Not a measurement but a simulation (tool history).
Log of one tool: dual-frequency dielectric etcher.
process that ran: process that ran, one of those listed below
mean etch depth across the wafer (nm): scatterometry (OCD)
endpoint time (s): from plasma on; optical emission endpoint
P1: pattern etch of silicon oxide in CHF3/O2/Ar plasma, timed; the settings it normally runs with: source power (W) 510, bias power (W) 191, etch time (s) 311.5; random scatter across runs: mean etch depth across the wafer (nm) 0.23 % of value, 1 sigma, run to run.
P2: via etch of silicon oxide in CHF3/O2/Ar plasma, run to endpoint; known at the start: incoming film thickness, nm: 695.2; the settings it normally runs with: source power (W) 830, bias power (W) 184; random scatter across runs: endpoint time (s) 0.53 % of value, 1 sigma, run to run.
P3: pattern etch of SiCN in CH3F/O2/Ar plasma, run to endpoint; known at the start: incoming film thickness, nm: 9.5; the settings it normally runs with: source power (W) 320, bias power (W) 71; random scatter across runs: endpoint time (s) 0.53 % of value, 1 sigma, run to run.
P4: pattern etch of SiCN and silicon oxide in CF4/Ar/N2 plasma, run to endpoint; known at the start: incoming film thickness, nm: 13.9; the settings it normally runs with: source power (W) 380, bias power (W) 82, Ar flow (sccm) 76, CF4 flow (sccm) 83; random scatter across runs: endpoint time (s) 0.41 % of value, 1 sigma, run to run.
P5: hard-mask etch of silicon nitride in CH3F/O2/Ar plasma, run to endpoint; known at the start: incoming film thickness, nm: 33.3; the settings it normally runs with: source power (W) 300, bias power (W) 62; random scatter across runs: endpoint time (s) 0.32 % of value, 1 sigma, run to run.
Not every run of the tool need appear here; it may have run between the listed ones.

run     day  process that ran  source power (W)  bias power (W)  etch time (s)  Ar flow (sccm)  CF4 flow (sccm)  hours since the last wet clean  hours since the last source power generator calibration  hours since the last bias power generator calibration  mean etch depth across the wafer (nm)  endpoint time (s)
  1   0.304                P1               510             191          311.5                                                             70.7                                                   2652.4                                                  555.9                                 590.14
  2   0.817                P5               300              62                                                                              83                                                   2664.7                                                  568.2                                                    56.938
  3     1.2                P1               670             191          311.5                                                             92.2                                                   2673.9                                                  577.4                                 655.37
  4   1.721                P4               500              82                             76               83                           104.7                                                   2686.4                                                  589.9                                                     13.58
  5   2.233                P1               510             115          421.5                                                              117                                                   2698.7                                                  602.2                                 677.91
  6   2.542                P4               380             111                             76               83                           124.4                                                   2706.1                                                  609.6                                                    15.592
  7   3.125                P1               510             191          311.5                                                            138.4                                                   2720.1                                                  623.6                                 590.44
  8   3.442                P1               680             229          311.5                                                              146                                                   2727.7                                                  631.2                                 698.34
  9   3.938                P1               510             191          311.5                                                            157.9                                                   2739.6                                                  643.1                                 590.55
 10   4.521                P5               430              62                                                                           171.9                                                   2753.6                                                  657.1                                                    49.917
 11   4.925                P1               510             191          311.5                                                            181.6                                                   2763.3                                                  666.8                                 591.94
 12   5.429                P1               510             159            396                                                            193.7                                                   2775.4                                                  678.9                                 703.65
      5.692  -- bias power generator calibrated
 13   5.983                P4               380              82                             44               83                             207                                                   2788.7                                                      7                                                    16.152
 14   6.321                P1               510             150          311.5                                                            215.1                                                   2796.8                                                   15.1                                 543.81
 15   6.596                P2              1130             184                                                                           221.7                                                   2803.4                                                   21.7                                                    270.86
 16   7.062                P3               220              71                                                                           232.9                                                   2814.6                                                   32.9                                                    32.084
 17   7.638                P1               510             191          455.5                                                            246.7                                                   2828.4                                                   46.7                                 862.74
 18   8.046                P2               830             184                                                                           256.5                                                   2838.2                                                   56.5                                                    307.01
 19   8.604                P1               510             191          311.5                                                            269.9                                                   2851.6                                                   69.9                                 590.57
 20   9.167                P3               320              71                                                                           283.4                                                   2865.1                                                   83.4                                                    27.838
 21     9.6                P5               300              74                                                                           293.8                                                   2875.5                                                   93.8                                                    53.598
 22  10.175                P2               830             139                                                                           307.6                                                   2889.3                                                  107.6                                                    336.88
 23  10.512                P1               510             191          207.5                                                            315.7                                                   2897.4                                                  115.7                                 392.32
 24  11.008                P4               380              82                             76              118                           327.6                                                   2909.3                                                  127.6                                                    16.627
 25  11.517                P1               510             191          311.5                                                            339.8                                                   2921.5                                                  139.8                                 589.86
 26  11.904                P4               380              82                             76               83                           349.1                                                   2930.8                                                  149.1                                                      17.3
 27  12.417                P1               510             233          311.5                                                            361.4                                                   2943.1                                                  161.4                                 632.07
 28  12.838                P3               320             101                                                                           371.5                                                   2953.2                                                  171.5                                                    24.407
 29  13.175                P5               300              62                                                                           379.6                                                   2961.3                                                  179.6                                                    57.157
 30  13.683                P1               390             191          311.5                                                            391.8                                                   2973.5                                                  191.8                                 532.57
 31  14.221                P1               510             191          311.5                                                            404.7                                                   2986.4                                                  204.7                                 591.66
 32  14.683                P1               510             191          311.5                                                            415.8                                                   2997.5                                                  215.8                                 587.55
 33  15.092                P1               510             191          311.5                                                            425.6                                                   3007.3                                                  225.6                                 585.37
 34  15.467                P1               510             191          311.5                                                            434.6                                                   3016.3                                                  234.6                                 584.95
 35  15.829                P1               510             191          311.5                                                            443.3                                                     3025                                                  243.3                                 584.35
 36  16.217                P1               510             191          311.5                                                            452.6                                                   3034.3                                                  252.6                                 581.03
 37  16.479                P1               510             191          311.5                                                            458.9                                                   3040.6                                                  258.9                                 581.93
 38  16.812                P1               510             191          311.5                                                            466.9                                                   3048.6                                                  266.9                                 582.84
     16.896  -- wet clean of the chamber
 39  17.379                P1               510             191          311.5                                                             11.7                                                   3062.2                                                  280.5                                  583.9
 40  17.933                P1               510             191          311.5                                                               25                                                   3075.5                                                  293.8                                 583.72
 41  18.304                P1               510             191          311.5                                                             33.9                                                   3084.4                                                  302.7                                 581.09
 42  18.838                P1               510             191          311.5                                                             46.7                                                   3097.2                                                  315.5                                 581.77

The log shows P1 creeping away from where it was. Any of the 2 causes listed here, at the size stated for it, fits the log just as well as the others:
A: bias power that arrives under what is set, % = 3.91
B: source power that arrives under what is set, % = 3.54
The creep began at about day 14.221.
Other possible causes, and why each is ruled out:
chamber walls in a state that lowers the etch rate, %: was serviced at day 16.896, once the creep was under way, yet the earlier output never came back

The 4 check runs listed below each average the results of 3 wafers, and their outcomes are marked with question marks. Under which run would the listed causes produce clearly different results?
check 1  19.371                P5               370              62                                                                                                                                                                                                                                                         ?
check 2  19.371                P4               380              82                             47              108                                                                                                                                                                                                         ?
check 3  19.371                P2              1120             184                                                                                                                                                                                                                                                         ?
check 4  19.371                P3               240             100                                                                                                                                                                                                                                                         ?

What every check run would give for each of its results, assuming each possible cause in turn:
  check             result    if A    if B
check 1  endpoint time (s)  53.312  53.342
check 2  endpoint time (s)   16.17  16.497
check 3  endpoint time (s)  276.89  277.21
check 4  endpoint time (s)  27.716  27.653
How far apart the two closest causes lie, in the result that separates them most: check 1 0.06 %; check 2 2 %; check 3 0.11 %; check 4 0.23 %
Only check 2 tells the causes apart: in the others they would give nearly the same result.

After running check 2, the following was obtained: endpoint time (s) 16.567. Which cause does this point to?

Of the candidate causes, it is B: source power that arrives under what is set, %.
